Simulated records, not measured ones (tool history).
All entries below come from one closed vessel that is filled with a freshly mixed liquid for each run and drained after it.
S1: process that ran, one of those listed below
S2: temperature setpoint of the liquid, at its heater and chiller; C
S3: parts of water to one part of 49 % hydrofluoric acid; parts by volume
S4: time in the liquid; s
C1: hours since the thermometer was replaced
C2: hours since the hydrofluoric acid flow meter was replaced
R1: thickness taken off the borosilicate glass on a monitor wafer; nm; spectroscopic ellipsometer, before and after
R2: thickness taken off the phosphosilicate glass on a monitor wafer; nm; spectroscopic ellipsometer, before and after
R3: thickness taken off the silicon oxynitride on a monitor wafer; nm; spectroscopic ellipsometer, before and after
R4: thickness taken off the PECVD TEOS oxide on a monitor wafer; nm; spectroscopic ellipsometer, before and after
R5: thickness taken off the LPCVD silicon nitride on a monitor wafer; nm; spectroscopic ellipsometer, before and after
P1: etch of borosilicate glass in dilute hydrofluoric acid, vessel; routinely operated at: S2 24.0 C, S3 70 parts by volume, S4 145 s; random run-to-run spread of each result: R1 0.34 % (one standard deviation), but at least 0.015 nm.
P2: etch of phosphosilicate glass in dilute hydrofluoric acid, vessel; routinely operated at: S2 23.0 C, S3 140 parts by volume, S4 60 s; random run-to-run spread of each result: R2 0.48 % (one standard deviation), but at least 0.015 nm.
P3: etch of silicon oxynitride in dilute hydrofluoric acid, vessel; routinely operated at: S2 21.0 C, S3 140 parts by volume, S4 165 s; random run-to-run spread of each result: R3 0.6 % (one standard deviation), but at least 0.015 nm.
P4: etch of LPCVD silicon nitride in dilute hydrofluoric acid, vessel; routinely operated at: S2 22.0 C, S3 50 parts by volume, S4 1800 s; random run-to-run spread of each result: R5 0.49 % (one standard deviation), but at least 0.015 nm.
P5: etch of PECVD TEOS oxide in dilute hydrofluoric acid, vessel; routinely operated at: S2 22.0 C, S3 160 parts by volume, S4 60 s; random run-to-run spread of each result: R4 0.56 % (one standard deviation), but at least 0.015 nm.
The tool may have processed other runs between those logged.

{"run": 1, "hour": 6.7, "S1": "P1", "S2": 24.0, "S3": 70, "S4": 145, "C1": 601.2, "C2": 304.0, "R1": 59.593}
{"run": 2, "hour": 18.5, "S1": "P2", "S2": 17.0, "S3": 140, "S4": 60, "C1": 613.0, "C2": 315.8, "R2": 41.675}
{"run": 3, "hour": 30.0, "S1": "P3", "S2": 21.0, "S3": 140, "S4": 85, "C1": 624.5, "C2": 327.3, "R3": 2.4734}
{"run": 4, "hour": 37.8, "S1": "P3", "S2": 21.0, "S3": 140, "S4": 165, "C1": 632.3, "C2": 335.1, "R3": 4.7306}
{"run": 5, "hour": 48.2, "S1": "P1", "S2": 24.0, "S3": 25, "S4": 145, "C1": 642.7, "C2": 345.5, "R1": 177.25}
{"run": 6, "hour": 54.5, "S1": "P1", "S2": 24.0, "S3": 70, "S4": 145, "C1": 649.0, "C2": 351.8, "R1": 59.116}
{"run": 7, "hour": 59.6, "S1": "P5", "S2": 22.0, "S3": 160, "S4": 30, "C1": 654.1, "C2": 356.9, "R4": 2.8212}
{"run": 8, "hour": 71.3, "S1": "P4", "S2": 22.0, "S3": 50, "S4": 1800, "C1": 665.8, "C2": 368.6, "R5": 16.521}
{"run": 9, "hour": 80.5, "S1": "P1", "S2": 31.0, "S3": 70, "S4": 60, "C1": 675.0, "C2": 377.8, "R1": 32.572}
{"run": 10, "hour": 89.7, "S1": "P1", "S2": 24.0, "S3": 70, "S4": 30, "C1": 684.2, "C2": 387.0, "R1": 12.31}
{"run": 11, "hour": 97.9, "S1": "P5", "S2": 30.0, "S3": 160, "S4": 60, "C1": 692.4, "C2": 395.2, "R4": 7.615}
{"run": 12, "hour": 103.9, "S1": "P1", "S2": 24.0, "S3": 70, "S4": 145, "C1": 698.4, "C2": 401.2, "R1": 59.405}
{"run": 13, "hour": 110.3, "S1": "P2", "S2": 23.0, "S3": 140, "S4": 90, "C1": 704.8, "C2": 407.6, "R2": 79.353}
{"run": 14, "hour": 115.9, "S1": "P5", "S2": 22.0, "S3": 160, "S4": 60, "C1": 710.4, "C2": 413.2, "R4": 5.6956}
{"run": 15, "hour": 123.8, "S1": "P1", "S2": 24.0, "S3": 70, "S4": 145, "C1": 718.3, "C2": 421.1, "R1": 59.458}
{"run": 16, "hour": 134.6, "S1": "P2", "S2": 23.0, "S3": 90, "S4": 60, "C1": 729.1, "C2": 431.9, "R2": 86.338}
{"run": 17, "hour": 141.2, "S1": "P3", "S2": 21.0, "S3": 230, "S4": 165, "C1": 735.7, "C2": 438.5, "R3": 2.7031}
{"run": 18, "hour": 148.1, "S1": "P4", "S2": 22.0, "S3": 50, "S4": 580, "C1": 742.6, "C2": 445.4, "R5": 5.3507}
{"run": 19, "hour": 154.2, "S1": "P1", "S2": 19.0, "S3": 70, "S4": 145, "C1": 748.7, "C2": 451.5, "R1": 48.593}
{"run": 20, "hour": 161.6, "S1": "P1", "S2": 24.0, "S3": 70, "S4": 145, "C1": 756.1, "C2": 458.9, "R1": 59.321}
{"run": 21, "hour": 167.4, "S1": "P1", "S2": 24.0, "S3": 70, "S4": 265, "C1": 761.9, "C2": 464.7, "R1": 108.96}
{"run": 22, "hour": 173.2, "S1": "P4", "S2": 22.0, "S3": 85, "S4": 1800, "C1": 767.7, "C2": 470.5, "R5": 9.8714}
{"run": 23, "hour": 179.1, "S1": "P3", "S2": 21.0, "S3": 140, "S4": 165, "C1": 773.6, "C2": 476.4, "R3": 4.7542}
{"run": 24, "hour": 185.0, "S1": "P3", "S2": 28.5, "S3": 140, "S4": 165, "C1": 779.5, "C2": 482.3, "R3": 6.759}
{"run": 25, "hour": 195.0, "S1": "P1", "S2": 32.0, "S3": 70, "S4": 145, "C1": 789.5, "C2": 492.3, "R1": 81.285}

Expected results for the next run?
{"run": 26, "hour": 204.5, "S1": "P1", "S2": 24.0, "S3": 125, "S4": 145, "C1": 799.0, "C2": 501.8, "R1": "?"}

R1: 31.176 nm
